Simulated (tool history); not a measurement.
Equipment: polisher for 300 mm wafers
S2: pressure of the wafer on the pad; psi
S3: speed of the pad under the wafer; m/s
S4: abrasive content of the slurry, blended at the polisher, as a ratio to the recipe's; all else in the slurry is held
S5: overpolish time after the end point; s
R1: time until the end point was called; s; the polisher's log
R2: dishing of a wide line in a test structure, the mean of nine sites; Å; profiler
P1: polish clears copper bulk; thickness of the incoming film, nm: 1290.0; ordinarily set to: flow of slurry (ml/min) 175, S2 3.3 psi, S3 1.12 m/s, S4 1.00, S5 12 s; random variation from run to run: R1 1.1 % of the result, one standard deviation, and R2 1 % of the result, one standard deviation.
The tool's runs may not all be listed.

run 1 hour=4.9 | flow_of_slurry_(ml/min)=175 S2=3.3 S3=1.12 S4=1.00 S5=12 | R1=124.120 R2=679.58
run 2 hour=10.5 | flow_of_slurry_(ml/min)=105 S2=3.3 S3=1.12 S4=1.00 S5=12 | R1=141.330 R2=635.69
run 3 hour=15.3 | flow_of_slurry_(ml/min)=175 S2=3.3 S3=1.12 S4=1.00 S5=12 | R1=126.860 R2=685.87
run 4 hour=23.8 | flow_of_slurry_(ml/min)=235 S2=3.3 S3=1.12 S4=1.30 S5=12 | R1=114.780 R2=733.63
run 5 hour=33.1 | flow_of_slurry_(ml/min)=225 S2=3.3 S3=1.12 S4=1.00 S5=12 | R1=121.500 R2=693.22
run 6 hour=41.7 | flow_of_slurry_(ml/min)=175 S2=3.3 S3=1.12 S4=1.00 S5=12 | R1=125.350 R2=695.78
run 7 hour=49.0 | flow_of_slurry_(ml/min)=175 S2=1.5 S3=1.12 S4=1.00 S5=12 | R1=279.730 R2=356.29
run 8 hour=54.7 | flow_of_slurry_(ml/min)=175 S2=3.3 S3=1.72 S4=1.00 S5=12 | R1=82.239 R2=875.32
run 9 hour=62.0 | flow_of_slurry_(ml/min)=175 S2=3.3 S3=1.12 S4=0.60 S5=20 | R1=139.780 R2=862.76
run 10 hour=69.0 | flow_of_slurry_(ml/min)=235 S2=3.3 S3=1.12 S4=0.60 S5=12 | R1=135.360 R2=645.21
run 11 hour=75.7 | flow_of_slurry_(ml/min)=175 S2=3.3 S3=0.82 S4=1.00 S5=12 | R1=171.020 R2=561.01
run 12 hour=84.9 | flow_of_slurry_(ml/min)=175 S2=3.3 S3=1.12 S4=1.00 S5=4 | R1=126.180 R2=295.79
run 13 hour=92.7 | flow_of_slurry_(ml/min)=175 S2=4.6 S3=1.12 S4=1.00 S5=12 | R1=91.616 R2=891.30
run 14 hour=97.7 | flow_of_slurry_(ml/min)=175 S2=3.3 S3=1.12 S4=1.00 S5=12 | R1=127.750 R2=677.24
run 15 hour=104.4 | flow_of_slurry_(ml/min)=175 S2=3.3 S3=1.12 S4=1.00 S5=12 | R1=127.690 R2=688.81
-- hour=105.6 slurry blender recalibrated
run 16 hour=110.0 | flow_of_slurry_(ml/min)=175 S2=3.3 S3=1.12 S4=1.00 S5=22 | R1=125.530 R2=974.83
run 17 hour=117.8 | flow_of_slurry_(ml/min)=175 S2=3.3 S3=1.12 S4=0.65 S5=12 | R1=138.120 R2=653.84
run 18 hour=125.3 | flow_of_slurry_(ml/min)=175 S2=3.3 S3=1.12 S4=1.00 S5=12 | R1=126.380 R2=679.54
run 19 hour=132.3 | flow_of_slurry_(ml/min)=175 S2=3.3 S3=1.12 S4=1.40 S5=12 | R1=116.690 R2=709.93
run 20 hour=140.8 | flow_of_slurry_(ml/min)=175 S2=3.3 S3=1.12 S4=1.00 S5=12 | R1=124.930 R2=698.34
run 21 hour=147.2 | flow_of_slurry_(ml/min)=175 S2=3.3 S3=1.12 S4=1.00 S5=12 | R1=131.390 R2=668.32

What will run 22 give?
run 22 hour=151.3 | flow_of_slurry_(ml/min)=175 S2=3.3 S3=1.12 S4=1.00 S5=12 | R1=? R2=?

R1: 132.120 s
R2: 669.53 Å
